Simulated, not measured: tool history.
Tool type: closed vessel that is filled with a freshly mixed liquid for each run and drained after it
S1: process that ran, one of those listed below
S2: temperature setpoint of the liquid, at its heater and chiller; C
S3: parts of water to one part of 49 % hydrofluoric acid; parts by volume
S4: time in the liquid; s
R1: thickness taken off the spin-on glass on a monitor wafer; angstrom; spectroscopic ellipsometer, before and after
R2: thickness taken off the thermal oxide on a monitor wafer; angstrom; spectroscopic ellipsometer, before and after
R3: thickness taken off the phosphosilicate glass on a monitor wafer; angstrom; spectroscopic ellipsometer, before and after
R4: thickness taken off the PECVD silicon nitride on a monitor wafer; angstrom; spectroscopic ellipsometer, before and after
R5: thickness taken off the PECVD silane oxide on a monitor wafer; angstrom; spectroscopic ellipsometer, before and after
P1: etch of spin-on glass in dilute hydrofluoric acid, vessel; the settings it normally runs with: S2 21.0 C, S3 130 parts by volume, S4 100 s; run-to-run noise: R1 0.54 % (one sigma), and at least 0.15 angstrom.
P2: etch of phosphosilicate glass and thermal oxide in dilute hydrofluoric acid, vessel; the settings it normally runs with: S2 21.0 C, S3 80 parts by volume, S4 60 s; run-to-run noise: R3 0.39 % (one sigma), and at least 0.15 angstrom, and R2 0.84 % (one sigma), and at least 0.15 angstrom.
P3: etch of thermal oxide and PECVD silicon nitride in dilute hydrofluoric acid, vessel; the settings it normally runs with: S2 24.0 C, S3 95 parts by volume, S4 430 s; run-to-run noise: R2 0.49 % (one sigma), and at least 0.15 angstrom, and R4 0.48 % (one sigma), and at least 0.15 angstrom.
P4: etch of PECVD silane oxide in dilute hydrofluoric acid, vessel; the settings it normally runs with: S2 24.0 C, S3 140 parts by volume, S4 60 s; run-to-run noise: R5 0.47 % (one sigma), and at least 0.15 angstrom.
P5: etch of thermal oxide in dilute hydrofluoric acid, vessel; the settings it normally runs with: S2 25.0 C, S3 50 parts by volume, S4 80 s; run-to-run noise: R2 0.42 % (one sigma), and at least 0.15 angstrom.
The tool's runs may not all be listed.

run   hour  S1    S2   S3   S4        R1       R2      R3       R4      R5
  1    9.2  P1  21.0  130  100   138.170
  2   17.0  P1  21.0  130  100   137.710
  3   25.5  P5  25.0   20   80            225.080
  4   39.7  P2  29.0   80   60             45.248  554.48
  5   51.6  P3  24.0   95  430            219.260          123.310
  6   66.3  P5  25.0   50   80             86.911
  7   79.9  P2  21.0   80   60             33.268  401.90
  8   88.4  P4  17.0  140   60                                      122.76
  9   97.5  P3  24.0   95  430            221.370          122.550
 10  109.8  P5  21.0   50   80             74.125
 11  122.7  P1  21.0  130  100   137.880
 12  133.2  P1  21.0  215  100    76.934
 13  143.3  P1  21.0   20  100  1024.900
 14  152.5  P1  21.0  130  100   138.090
 15  167.0  P1  21.0  130  100   138.270
 16  178.6  P3  24.0   95  160             81.826           45.406
 17  190.4  P4  24.0  140   60                                      159.77
 18  205.2  P2  21.0  140   60             17.718  214.65
 19  220.3  P5  25.0   50  125            135.790
 20  233.6  P1  21.0  130  100   137.390
 21  247.1  P3  29.5   95  430            269.000          173.540
     255.3  -- hydrofluoric acid flow meter replaced
 22  261.4  P4  24.0   75   60                                      323.02
 23  274.4  P4  24.0  140   90                                      242.45
 24  282.5  P3  24.0  155  430            125.150           76.326
 25  297.7  P1  25.0  130  100   162.170
 26  311.1  P5  25.0   50   80             86.972
 27  324.9  P1  17.0  130  100   115.910
 28  334.4  P2  21.0   80   30             16.813  200.80
 29  342.4  P1  21.0  130   30    41.464
 30  357.2  P1  21.0  130  175   239.350
 31  365.1  P1  17.0  130   30    35.134
 32  374.7  P1  21.0  130  100   137.630
 33  385.2  P1  21.0  130  100   139.820
 34  398.7  P1  21.0  130  100   143.060
 35  405.9  P1  21.0  130  100   142.550
 36  415.8  P1  21.0  130  100   143.290
 37  430.9  P1  21.0  130  100   143.880
 38  439.9  P1  21.0  130  100   147.120
 39  454.8  P1  21.0  130  100   146.160
 40  465.5  P1  21.0  130  100   146.260
 41  477.1  P1  21.0  130  100   145.400
 42  491.6  P1  21.0  130  100   146.930

The log shows P1 creeping away from where it was. Any of the 2 causes listed here, at the size stated for it, fits the log just as well as the others:
A: hydrofluoric acid flow above the setpoint (%) = 4.9
B: liquid hotter than its thermometer reads (K) = 1.38
The drift started at roughly hour 374.7.

4 check runs are offered, one wafer each, their results left as question marks. Which one tells the causes apart?
check 1  506.1  P5  25.0   50   80       ?
check 2  506.1  P2  21.0   80   60       ?   ?
check 3  506.1  P4  24.0  140   60                   ?
check 4  506.1  P3  24.0   95  430       ?       ?

If the cause were each of the candidates in turn, the checks would give the following:
  check  result     if A     if B
check 1      R2   91.461   91.912
check 2      R2   34.913   35.064
check 2      R3   423.32   425.15
check 3      R5   170.08   169.62
check 4      R2  231.310  231.580
check 4      R4  128.560  134.260
Smallest distance between any two causes, each pair judged by its most separating result, in per cent: check 1 0.49 %; check 2 0.43 %; check 3 0.27 %; check 4 4.34 %
Of the check runs offered, only check 4 discriminates between the causes; the rest would read about the same regardless of which cause applies.

With check 4 done, the readings were: R2 230.880 angstrom; R4 128.360 angstrom. Identify which of the listed causes applies.

It was cause A: hydrofluoric acid flow above the setpoint (%).

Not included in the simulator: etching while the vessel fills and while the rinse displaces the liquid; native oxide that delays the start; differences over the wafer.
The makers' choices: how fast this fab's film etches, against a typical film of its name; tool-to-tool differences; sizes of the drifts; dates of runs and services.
